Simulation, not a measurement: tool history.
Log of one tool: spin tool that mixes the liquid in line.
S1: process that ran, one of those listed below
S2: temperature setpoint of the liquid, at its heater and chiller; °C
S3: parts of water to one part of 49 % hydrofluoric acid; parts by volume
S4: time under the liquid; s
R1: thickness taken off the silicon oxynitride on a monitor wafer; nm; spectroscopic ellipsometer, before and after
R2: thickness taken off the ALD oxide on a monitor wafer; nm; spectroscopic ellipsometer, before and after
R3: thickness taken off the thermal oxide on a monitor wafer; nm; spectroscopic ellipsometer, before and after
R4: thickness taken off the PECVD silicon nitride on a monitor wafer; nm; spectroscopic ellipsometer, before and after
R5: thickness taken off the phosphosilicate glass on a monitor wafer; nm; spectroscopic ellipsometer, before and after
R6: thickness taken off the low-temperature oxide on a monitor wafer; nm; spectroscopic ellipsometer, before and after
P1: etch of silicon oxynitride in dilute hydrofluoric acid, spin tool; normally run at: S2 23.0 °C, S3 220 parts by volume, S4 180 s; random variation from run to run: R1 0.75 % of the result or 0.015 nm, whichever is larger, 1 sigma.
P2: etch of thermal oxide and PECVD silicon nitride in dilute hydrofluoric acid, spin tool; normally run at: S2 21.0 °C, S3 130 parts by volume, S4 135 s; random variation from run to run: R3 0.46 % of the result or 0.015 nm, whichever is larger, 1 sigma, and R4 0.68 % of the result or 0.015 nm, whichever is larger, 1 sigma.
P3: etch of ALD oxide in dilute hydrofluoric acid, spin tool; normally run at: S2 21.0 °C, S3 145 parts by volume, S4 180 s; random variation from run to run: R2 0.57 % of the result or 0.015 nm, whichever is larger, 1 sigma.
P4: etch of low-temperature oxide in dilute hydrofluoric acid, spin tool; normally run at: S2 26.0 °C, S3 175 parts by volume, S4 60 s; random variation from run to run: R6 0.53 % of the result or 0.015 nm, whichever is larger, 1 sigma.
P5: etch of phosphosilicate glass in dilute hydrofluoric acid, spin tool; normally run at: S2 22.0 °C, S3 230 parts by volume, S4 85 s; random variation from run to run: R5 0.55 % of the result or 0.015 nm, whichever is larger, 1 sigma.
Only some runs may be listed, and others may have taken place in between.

run,day,S1,S2,S3,S4,R1,R2,R3,R4,R5,R6
1,0.154,P1,23.0,220,180,3.37690,,,,,
2,0.296,P3,21.0,145,180,,20.688,,,,
3,0.429,P1,23.0,220,315,5.95380,,,,,
4,0.608,P1,23.0,220,180,3.36920,,,,,
5,0.700,P2,17.0,130,135,,,3.7919,2.6056,,
6,0.825,P5,22.0,40,85,,,,,266.390,
7,1.012,P2,21.0,130,135,,,4.5258,3.4037,,
8,1.196,P4,26.0,175,60,,,,,,3.9663
9,1.383,P4,18.5,175,60,,,,,,2.9654
10,1.525,P2,21.0,80,135,,,7.6495,5.5693,,
11,1.612,P1,23.0,220,180,3.41390,,,,,
12,1.762,P4,26.0,175,60,,,,,,3.9162
13,1.888,P3,24.5,145,180,,23.742,,,,
14,2.004,P1,18.5,220,180,2.77560,,,,,
15,2.117,P3,21.0,145,360,,41.331,,,,
16,2.225,P1,23.0,220,180,3.41550,,,,,
17,2.312,P1,23.0,220,15,0.29288,,,,,
18,2.467,P5,22.0,230,130,,,,,57.647,
19,2.554,P3,21.0,35,180,,97.833,,,,
20,2.646,P1,30.0,220,270,6.90970,,,,,
21,2.833,P1,23.0,360,180,1.90840,,,,,
22,3.017,P3,21.0,145,180,,20.717,,,,
23,3.150,P4,26.0,40,60,,,,,,20.7740
24,3.254,P4,26.0,175,15,,,,,,1.0080
25,3.408,P5,26.5,230,85,,,,,43.965,
26,3.529,P1,27.0,220,180,4.07130,,,,,
27,3.642,P1,23.0,220,180,3.42590,,,,,
28,3.742,P5,22.0,230,85,,,,,37.163,
29,3.896,P2,21.0,130,135,,,4.4821,3.3742,,
30,4.067,P1,23.0,220,180,3.41030,,,,,
31,4.221,P2,21.0,130,245,,,8.2006,6.2633,,
32,4.388,P1,23.0,45,180,18.93700,,,,,
33,4.567,P1,23.0,220,180,3.42220,,,,,
34,4.704,P1,23.0,220,180,3.60490,,,,,
35,4.829,P1,23.0,220,180,3.54870,,,,,
36,4.946,P1,23.0,220,180,3.65720,,,,,
37,5.100,P1,23.0,220,180,3.67290,,,,,
38,5.238,P1,23.0,220,180,3.74190,,,,,
39,5.342,P1,23.0,220,180,3.72530,,,,,
40,5.521,P1,23.0,220,180,3.70920,,,,,
41,5.625,P1,23.0,220,180,3.72750,,,,,

Something has made what P1 gives creep away from where it was; the 2 causes below, each at its own stated size, fit the log equally well:
A: liquid hotter than its thermometer reads (K) = 2.15
B: hydrofluoric acid flow above the setpoint (%) = 8.56
The onset of the drift is placed at about day 4.567.

Of the 4 check runs listed below, each run on one wafer and each result written as a question mark, which would let you distinguish the listed causes because they would give clearly different results?
check 1,5.729,P3,21.0,60,180,,?,,,,
check 2,5.729,P4,21.5,175,25,,,,,,?
check 3,5.729,P5,22.0,45,85,,,,,?,
check 4,5.729,P2,17.0,130,135,,,?,?,,

What every check run would give for each of its results, assuming each possible cause in turn:
check,result,if A,if B
check 1,R2,60.368,60.290
check 2,R6,1.5124,1.5347
check 3,R5,257.800,257.080
check 4,R3,4.1716,4.1890
check 4,R4,3.0124,2.8151
Distance between the nearest two causes, measured in the result of the check that separates them most: check 1 0.13 %; check 2 1.47 %; check 3 0.28 %; check 4 6.77 %
The other checks would show nearly matching results whichever cause is true, so check 4 is the only one that separates the causes.

Check 4 was then run and gave: R3 4.1773 nm; R4 3.0269 nm. Which cause is it?

A is the cause: liquid hotter than its thermometer reads (K).
